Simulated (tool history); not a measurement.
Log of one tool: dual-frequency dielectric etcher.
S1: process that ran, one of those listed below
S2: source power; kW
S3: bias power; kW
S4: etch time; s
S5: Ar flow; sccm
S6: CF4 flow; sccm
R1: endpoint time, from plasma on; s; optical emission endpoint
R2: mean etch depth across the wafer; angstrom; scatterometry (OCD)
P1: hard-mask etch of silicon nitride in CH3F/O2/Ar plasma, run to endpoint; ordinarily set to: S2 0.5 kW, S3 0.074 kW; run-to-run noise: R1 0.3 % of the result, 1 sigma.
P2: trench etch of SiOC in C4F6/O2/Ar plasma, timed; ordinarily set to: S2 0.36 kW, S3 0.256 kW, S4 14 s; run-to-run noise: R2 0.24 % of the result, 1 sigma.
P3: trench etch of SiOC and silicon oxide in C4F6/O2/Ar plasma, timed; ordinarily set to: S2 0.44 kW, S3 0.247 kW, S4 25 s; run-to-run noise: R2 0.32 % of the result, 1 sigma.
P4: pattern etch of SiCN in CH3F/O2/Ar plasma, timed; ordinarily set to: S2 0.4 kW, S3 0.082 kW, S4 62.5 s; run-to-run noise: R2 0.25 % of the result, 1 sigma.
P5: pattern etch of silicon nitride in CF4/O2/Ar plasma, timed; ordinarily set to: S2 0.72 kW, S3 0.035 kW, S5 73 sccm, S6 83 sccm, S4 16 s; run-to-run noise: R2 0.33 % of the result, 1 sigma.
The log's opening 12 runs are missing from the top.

Run 13, hour 61.4: S1 P3, S2 0.44 kW, S3 0.247 kW, S4 14 s. Result: R2 327.48 angstrom.
Run 14, hour 67.7: S1 P5, S2 0.72 kW, S3 0.035 kW, S4 16 s, S5 73 sccm, S6 83 sccm. Result: R2 378.63 angstrom.
Run 15, hour 72: S1 P4, S2 0.54 kW, S3 0.082 kW, S4 62.5 s. Result: R2 268.38 angstrom.
Run 16, hour 76.8: S1 P3, S2 0.29 kW, S3 0.247 kW, S4 25 s. Result: R2 495.55 angstrom.
Run 17, hour 83: S1 P1, S2 0.38 kW, S3 0.086 kW. Result: R1 48.57 s.
Run 18, hour 88.5: S1 P1, S2 0.5 kW, S3 0.074 kW. Result: R1 46.112 s.
Run 19, hour 91.4: S1 P1, S2 0.7 kW, S3 0.074 kW. Result: R1 40.444 s.
Run 20, hour 94.5: S1 P4, S2 0.4 kW, S3 0.082 kW, S4 62.5 s. Result: R2 240.87 angstrom.
Run 21, hour 98.3: S1 P4, S2 0.4 kW, S3 0.082 kW, S4 62.5 s. Result: R2 239.15 angstrom.
Run 22, hour 101.4: S1 P1, S2 0.5 kW, S3 0.074 kW. Result: R1 45.86 s.
Run 23, hour 104.8: S1 P4, S2 0.4 kW, S3 0.082 kW, S4 34.5 s. Result: R2 132.73 angstrom.
Run 24, hour 109.2: S1 P1, S2 0.5 kW, S3 0.051 kW. Result: R1 51.927 s.
Run 25, hour 112.8: S1 P2, S2 0.36 kW, S3 0.256 kW, S4 14 s. Result: R2 315.7 angstrom.
Run 26, hour 118.2: S1 P1, S2 0.5 kW, S3 0.074 kW. Result: R1 46.069 s.
Run 27, hour 123.3: S1 P2, S2 0.36 kW, S3 0.256 kW, S4 18.5 s. Result: R2 417.47 angstrom.
Run 28, hour 126.3: S1 P2, S2 0.23 kW, S3 0.256 kW, S4 14 s. Result: R2 266.18 angstrom.

Forecast run 29:
Run 29, hour 129.3: S1 P5, S2 0.72 kW, S3 0.035 kW, S4 16 s, S5 56 sccm, S6 83 sccm. Result: R2 ?.

Run 29 measured R2 394.93 angstrom.
